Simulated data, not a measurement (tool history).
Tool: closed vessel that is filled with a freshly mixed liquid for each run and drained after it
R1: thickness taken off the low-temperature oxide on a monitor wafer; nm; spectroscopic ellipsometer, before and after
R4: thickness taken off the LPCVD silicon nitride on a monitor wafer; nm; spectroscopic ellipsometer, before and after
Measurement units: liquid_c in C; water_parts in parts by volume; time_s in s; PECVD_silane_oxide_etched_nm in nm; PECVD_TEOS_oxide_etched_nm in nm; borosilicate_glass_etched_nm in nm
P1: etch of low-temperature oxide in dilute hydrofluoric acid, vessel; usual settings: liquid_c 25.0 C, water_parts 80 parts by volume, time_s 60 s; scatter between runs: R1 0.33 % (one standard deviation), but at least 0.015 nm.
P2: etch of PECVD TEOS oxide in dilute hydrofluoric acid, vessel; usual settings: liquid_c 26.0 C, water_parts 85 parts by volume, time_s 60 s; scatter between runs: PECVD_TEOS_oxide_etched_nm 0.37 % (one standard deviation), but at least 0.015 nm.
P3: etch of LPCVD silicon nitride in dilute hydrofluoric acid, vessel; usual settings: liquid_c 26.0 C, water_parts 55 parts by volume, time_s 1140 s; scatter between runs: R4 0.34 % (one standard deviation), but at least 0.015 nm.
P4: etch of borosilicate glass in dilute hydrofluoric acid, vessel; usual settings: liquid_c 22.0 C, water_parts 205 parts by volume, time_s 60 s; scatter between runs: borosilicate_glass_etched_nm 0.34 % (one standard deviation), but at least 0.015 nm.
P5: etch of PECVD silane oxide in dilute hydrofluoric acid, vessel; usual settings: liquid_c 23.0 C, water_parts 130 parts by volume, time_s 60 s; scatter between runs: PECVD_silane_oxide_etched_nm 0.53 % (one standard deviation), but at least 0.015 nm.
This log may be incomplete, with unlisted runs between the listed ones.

Run 1, hour 8.4: process P1, liquid_c 25.0 C, water_parts 80 parts by volume, time_s 60 s. Result: R1 15.7330 nm.
Run 2, hour 23.0: process P5, liquid_c 23.0 C, water_parts 130 parts by volume, time_s 60 s. Result: PECVD_silane_oxide_etched_nm 13.7040 nm.
Run 3, hour 33.8: process P1, liquid_c 25.0 C, water_parts 80 parts by volume, time_s 30 s. Result: R1 7.8665 nm.
Run 4, hour 44.9: process P1, liquid_c 18.5 C, water_parts 80 parts by volume, time_s 30 s. Result: R1 6.0096 nm.
Run 5, hour 52.9: process P1, liquid_c 25.0 C, water_parts 80 parts by volume, time_s 60 s. Result: R1 15.8290 nm.
Run 6, hour 69.9: process P2, liquid_c 22.0 C, water_parts 85 parts by volume, time_s 60 s. Result: PECVD_TEOS_oxide_etched_nm 18.659 nm.
Run 7, hour 83.6: process P1, liquid_c 25.0 C, water_parts 80 parts by volume, time_s 60 s. Result: R1 15.7540 nm.
Run 8, hour 93.2: process P5, liquid_c 23.0 C, water_parts 130 parts by volume, time_s 60 s. Result: PECVD_silane_oxide_etched_nm 13.5910 nm.
Run 9, hour 105.9: process P1, liquid_c 32.0 C, water_parts 80 parts by volume, time_s 60 s. Result: R1 20.6850 nm.
Run 10, hour 119.8: process P1, liquid_c 25.0 C, water_parts 120 parts by volume, time_s 35 s. Result: R1 5.8135 nm.
Run 11, hour 131.0: process P1, liquid_c 25.0 C, water_parts 80 parts by volume, time_s 60 s. Result: R1 15.7090 nm.
Run 12, hour 147.7: process P3, liquid_c 26.0 C, water_parts 55 parts by volume, time_s 1140 s. Result: R4 11.66200 nm.
Run 13, hour 164.9: process P5, liquid_c 17.0 C, water_parts 130 parts by volume, time_s 60 s. Result: PECVD_silane_oxide_etched_nm 10.6250 nm.
Run 14, hour 180.6: process P4, liquid_c 28.5 C, water_parts 205 parts by volume, time_s 60 s. Result: borosilicate_glass_etched_nm 13.8760 nm.
Run 15, hour 197.1: process P1, liquid_c 20.5 C, water_parts 20 parts by volume, time_s 60 s. Result: R1 56.4360 nm.
Run 16, hour 211.2: process P2, liquid_c 26.0 C, water_parts 130 parts by volume, time_s 60 s. Result: PECVD_TEOS_oxide_etched_nm 13.567 nm.
Run 17, hour 224.7: process P1, liquid_c 25.0 C, water_parts 120 parts by volume, time_s 60 s. Result: R1 10.0160 nm.
Run 18, hour 242.2: process P4, liquid_c 22.0 C, water_parts 205 parts by volume, time_s 60 s. Result: borosilicate_glass_etched_nm 10.9250 nm.
Run 19, hour 256.1: process P1, liquid_c 25.0 C, water_parts 80 parts by volume, time_s 60 s. Result: R1 15.7630 nm.
Run 20, hour 272.0: process P2, liquid_c 26.0 C, water_parts 85 parts by volume, time_s 60 s. Result: PECVD_TEOS_oxide_etched_nm 22.054 nm.
Run 21, hour 288.9: process P5, liquid_c 23.0 C, water_parts 230 parts by volume, time_s 60 s. Result: PECVD_silane_oxide_etched_nm 6.9289 nm.
Run 22, hour 300.1: process P5, liquid_c 23.0 C, water_parts 130 parts by volume, time_s 30 s. Result: PECVD_silane_oxide_etched_nm 6.7992 nm.
Run 23, hour 317.1: process P4, liquid_c 22.0 C, water_parts 75 parts by volume, time_s 60 s. Result: borosilicate_glass_etched_nm 34.5730 nm.
Run 24, hour 332.7: process P4, liquid_c 22.0 C, water_parts 205 parts by volume, time_s 30 s. Result: borosilicate_glass_etched_nm 5.4485 nm.
Run 25, hour 346.8: process P3, liquid_c 21.5 C, water_parts 55 parts by volume, time_s 1140 s. Result: R4 8.61410 nm.
Run 26, hour 356.0: process P1, liquid_c 25.0 C, water_parts 20 parts by volume, time_s 60 s. Result: R1 68.4920 nm.
Run 27, hour 370.1: process P1, liquid_c 19.5 C, water_parts 80 parts by volume, time_s 60 s. Result: R1 12.5470 nm.
Run 28, hour 378.5: process P3, liquid_c 26.0 C, water_parts 30 parts by volume, time_s 1140 s. Result: R4 21.10400 nm.
Run 29, hour 391.4: process P2, liquid_c 26.0 C, water_parts 85 parts by volume, time_s 30 s. Result: PECVD_TEOS_oxide_etched_nm 10.943 nm.
Run 30, hour 407.8: process P1, liquid_c 25.0 C, water_parts 80 parts by volume, time_s 60 s. Result: R1 15.7960 nm.
Run 31, hour 421.0: process P1, liquid_c 25.0 C, water_parts 80 parts by volume, time_s 105 s. Result: R1 27.6490 nm.
Run 32, hour 434.6: process P3, liquid_c 26.0 C, water_parts 55 parts by volume, time_s 50 s. Result: R4 0.48782 nm.
Run 33, hour 443.9: process P2, liquid_c 26.0 C, water_parts 85 parts by volume, time_s 60 s. Result: PECVD_TEOS_oxide_etched_nm 21.940 nm.
Run 34, hour 456.4: process P1, liquid_c 25.0 C, water_parts 80 parts by volume, time_s 60 s. Result: R1 15.7150 nm.
Run 35, hour 467.8: process P1, liquid_c 25.0 C, water_parts 80 parts by volume, time_s 60 s. Result: R1 16.0650 nm.
Run 36, hour 485.4: process P1, liquid_c 25.0 C, water_parts 80 parts by volume, time_s 60 s. Result: R1 16.4240 nm.
Run 37, hour 494.9: process P1, liquid_c 25.0 C, water_parts 80 parts by volume, time_s 60 s. Result: R1 16.4420 nm.
Run 38, hour 510.7: process P1, liquid_c 25.0 C, water_parts 80 parts by volume, time_s 60 s. Result: R1 16.4840 nm.
Run 39, hour 518.3: process P1, liquid_c 25.0 C, water_parts 80 parts by volume, time_s 60 s. Result: R1 16.5990 nm.
Run 40, hour 530.1: process P1, liquid_c 25.0 C, water_parts 80 parts by volume, time_s 60 s. Result: R1 16.5500 nm.
Run 41, hour 545.5: process P1, liquid_c 25.0 C, water_parts 80 parts by volume, time_s 60 s. Result: R1 16.6050 nm.
Run 42, hour 562.5: process P1, liquid_c 25.0 C, water_parts 80 parts by volume, time_s 60 s. Result: R1 16.6630 nm.
Run 43, hour 573.7: process P1, liquid_c 25.0 C, water_parts 80 parts by volume, time_s 60 s. Result: R1 16.6900 nm.
Run 44, hour 583.7: process P1, liquid_c 25.0 C, water_parts 80 parts by volume, time_s 60 s. Result: R1 16.7250 nm.

Something has made what P1 gives creep away from where it was; the 2 causes below, each at its own stated size, fit the log equally well:
A: hydrofluoric acid flow above the setpoint (%) = 5.31
B: liquid hotter than its thermometer reads (K) = 1.44
The creep began at about hour 456.4.

Consider the 4 check runs below, whose results appear as question marks and each of which averages 2 wafers. Which one distinguishes the causes, in that each cause would give it a clearly different result?
Run check 1, hour 593.7: process P3, liquid_c 21.5 C, water_parts 55 parts by volume, time_s 250 s. Result: R4 ?.
Run check 2, hour 593.7: process P5, liquid_c 23.0 C, water_parts 225 parts by volume, time_s 30 s. Result: PECVD_silane_oxide_etched_nm ?.
Run check 3, hour 593.7: process P2, liquid_c 23.0 C, water_parts 85 parts by volume, time_s 60 s. Result: PECVD_TEOS_oxide_etched_nm ?.
Run check 4, hour 593.7: process P4, liquid_c 22.0 C, water_parts 105 parts by volume, time_s 60 s. Result: borosilicate_glass_etched_nm ?.

How each check would come out, cause by cause:
  check                        result     if A     if B
check 1                            R4  1.98890  2.08620
check 2  PECVD_silane_oxide_etched_nm   3.7766   3.7357
check 3    PECVD_TEOS_oxide_etched_nm   20.633   20.648
check 4  borosilicate_glass_etched_nm  25.2320  25.2230
Per check, the gap between the least separated pair of causes, taken in the result that splits them most: check 1 4.78 %; check 2 1.09 %; check 3 0.08 %; check 4 0.04 %
Only check 1 tells the causes apart: in the others they would give nearly the same result.

With check 1 done, the readings were: R4 1.98760 nm. Identify which of the listed causes applies.

The cause is A: hydrofluoric acid flow above the setpoint (%).
